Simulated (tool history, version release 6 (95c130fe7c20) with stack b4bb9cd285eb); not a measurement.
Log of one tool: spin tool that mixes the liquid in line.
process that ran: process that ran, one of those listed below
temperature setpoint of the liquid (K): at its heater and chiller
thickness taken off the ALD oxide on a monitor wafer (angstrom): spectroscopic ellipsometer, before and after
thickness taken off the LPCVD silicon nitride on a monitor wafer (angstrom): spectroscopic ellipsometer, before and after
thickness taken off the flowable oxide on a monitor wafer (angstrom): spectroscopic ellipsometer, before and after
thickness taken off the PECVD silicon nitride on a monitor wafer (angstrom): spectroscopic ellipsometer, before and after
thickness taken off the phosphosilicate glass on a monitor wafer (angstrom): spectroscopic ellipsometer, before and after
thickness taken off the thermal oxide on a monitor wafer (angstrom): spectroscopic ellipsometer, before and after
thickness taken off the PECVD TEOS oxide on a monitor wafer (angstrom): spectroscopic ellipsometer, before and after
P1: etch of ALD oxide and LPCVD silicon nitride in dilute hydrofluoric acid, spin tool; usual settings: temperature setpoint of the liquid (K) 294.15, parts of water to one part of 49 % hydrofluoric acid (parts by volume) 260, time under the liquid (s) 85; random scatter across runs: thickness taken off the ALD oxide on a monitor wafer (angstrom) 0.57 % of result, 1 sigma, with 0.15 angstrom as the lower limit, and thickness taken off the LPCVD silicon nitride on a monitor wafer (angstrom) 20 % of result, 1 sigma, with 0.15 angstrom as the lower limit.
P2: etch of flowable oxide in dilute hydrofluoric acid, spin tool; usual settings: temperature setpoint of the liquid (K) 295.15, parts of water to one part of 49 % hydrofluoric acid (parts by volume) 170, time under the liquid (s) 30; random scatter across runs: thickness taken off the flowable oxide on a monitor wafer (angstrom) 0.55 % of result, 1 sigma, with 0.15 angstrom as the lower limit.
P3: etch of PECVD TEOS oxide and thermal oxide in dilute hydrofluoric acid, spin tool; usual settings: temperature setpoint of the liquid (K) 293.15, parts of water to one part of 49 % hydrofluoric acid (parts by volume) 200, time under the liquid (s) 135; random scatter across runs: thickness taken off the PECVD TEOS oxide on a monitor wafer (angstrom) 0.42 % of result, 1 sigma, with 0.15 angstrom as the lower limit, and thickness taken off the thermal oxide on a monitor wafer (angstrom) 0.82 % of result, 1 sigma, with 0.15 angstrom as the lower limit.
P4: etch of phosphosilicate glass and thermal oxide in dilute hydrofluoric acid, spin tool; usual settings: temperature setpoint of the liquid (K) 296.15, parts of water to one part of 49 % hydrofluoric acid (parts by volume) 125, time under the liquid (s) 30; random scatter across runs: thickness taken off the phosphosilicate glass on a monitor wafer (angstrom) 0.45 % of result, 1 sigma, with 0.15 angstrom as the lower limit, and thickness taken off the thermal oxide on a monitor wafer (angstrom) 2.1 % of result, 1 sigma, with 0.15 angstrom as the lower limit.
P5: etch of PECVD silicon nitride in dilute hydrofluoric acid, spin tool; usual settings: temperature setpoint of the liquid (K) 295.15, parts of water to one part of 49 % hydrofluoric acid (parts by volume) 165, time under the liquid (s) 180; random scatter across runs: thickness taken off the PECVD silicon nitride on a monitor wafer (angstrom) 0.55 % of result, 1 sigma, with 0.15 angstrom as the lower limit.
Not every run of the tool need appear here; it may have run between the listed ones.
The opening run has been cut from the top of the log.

run   hour  process that ran  temperature setpoint of the liquid (K)  parts of water to one part of 49 % hydrofluoric acid (parts by volume)  time under the liquid (s)  thickness taken off the ALD oxide on a monitor wafer (angstrom)  thickness taken off the LPCVD silicon nitride on a monitor wafer (angstrom)  thickness taken off the flowable oxide on a monitor wafer (angstrom)  thickness taken off the PECVD silicon nitride on a monitor wafer (angstrom)  thickness taken off the phosphosilicate glass on a monitor wafer (angstrom)  thickness taken off the thermal oxide on a monitor wafer (angstrom)  thickness taken off the PECVD TEOS oxide on a monitor wafer (angstrom)
  2   17.8                P1                                  290.15                                                                     260                         85                                                           43.961                                                                       1.6383
  3   25.9                P1                                  290.15                                                                     175                         85                                                           70.128                                                                       1.1689
  4   36.6                P1                                  294.15                                                                     260                         45                                                           26.759                                                                      0.60727
  5   45.5                P2                                  295.15                                                                      50                         30                                                                                                                                                                                                              160.32
  6   59.9                P2                                  295.15                                                                     170                         30                                                                                                                                                                                                              41.395
  7   71.3                P5                                  295.15                                                                     165                        180                                                                                                                                                                                                                                                                                           40.477
  8     81                P4                                  301.15                                                                     125                         30                                                                                                                                                                                                                                                                                                                                                                        525.01                                                               13.204
  9   94.1                P1                                  294.15                                                                     165                         85                                                           87.941                                                                       2.3218
 10  108.7                P1                                  294.15                                                                     260                         85                                                           51.354                                                                      0.91233
 11    119                P1                                  294.15                                                                     420                         85                                                            27.42                                                                      0.72074
 12  132.5                P4                                  296.15                                                                     195                         30                                                                                                                                                                                                                                                                                                                                                                         255.7                                                               6.2932
 13  140.9                P4                                  296.15                                                                     125                         30                                                                                                                                                                                                                                                                                                                                                                        434.59                                                               11.061
 14  150.6                P1                                  300.15                                                                     260                         85                                                           63.542                                                                       1.9053
 15  157.6                P3                                  290.15                                                                     200                        135                                                                                                                                                                                                                                                                                                                                                                                                                                             23.461                                                                  128.56
 16  164.9                P4                                  296.15                                                                     125                         65                                                                                                                                                                                                                                                                                                                                                                        935.95                                                               22.968
 17  174.6                P1                                  294.15                                                                     260                         85                                                           50.507                                                                      0.94878
 18    189                P5                                  295.15                                                                     225                        180                                                                                                                                                                                                                                                                                           29.467
 19  201.7                P2                                  301.65                                                                     170                         30                                                                                                                                                                                                              52.524
 20  212.3                P3                                  293.15                                                                     200                        135                                                                                                                                                                                                                                                                                                                                                                                                                                             25.993                                                                  144.24
 21  224.9                P5                                  295.15                                                                     165                        180                                                                                                                                                                                                                                                                                           40.482
 22  237.9                P5                                  302.65                                                                     165                        180                                                                                                                                                                                                                                                                                           64.738
 23  245.7                P1                                  294.15                                                                     260                         85                                                           51.274                                                                       1.2303
 24  259.9                P1                                  294.15                                                                     260                        125                                                            75.33                                                                       1.9235
 25  274.1                P1                                  294.15                                                                     260                         85                                                           51.716                                                                        1.697
 26    281                P3                                  293.15                                                                     200                         45                                                                                                                                                                                                                                                                                                                                                                                                                                             8.8564                                                                  48.094

What will run 27 give?
 27  294.3                P5                                  295.15                                                                     165                         90                                                                                                                                                                                                                                                                                                ?

{"run 27": {"thickness taken off the PECVD silicon nitride on a monitor wafer (angstrom)": 20.076}}

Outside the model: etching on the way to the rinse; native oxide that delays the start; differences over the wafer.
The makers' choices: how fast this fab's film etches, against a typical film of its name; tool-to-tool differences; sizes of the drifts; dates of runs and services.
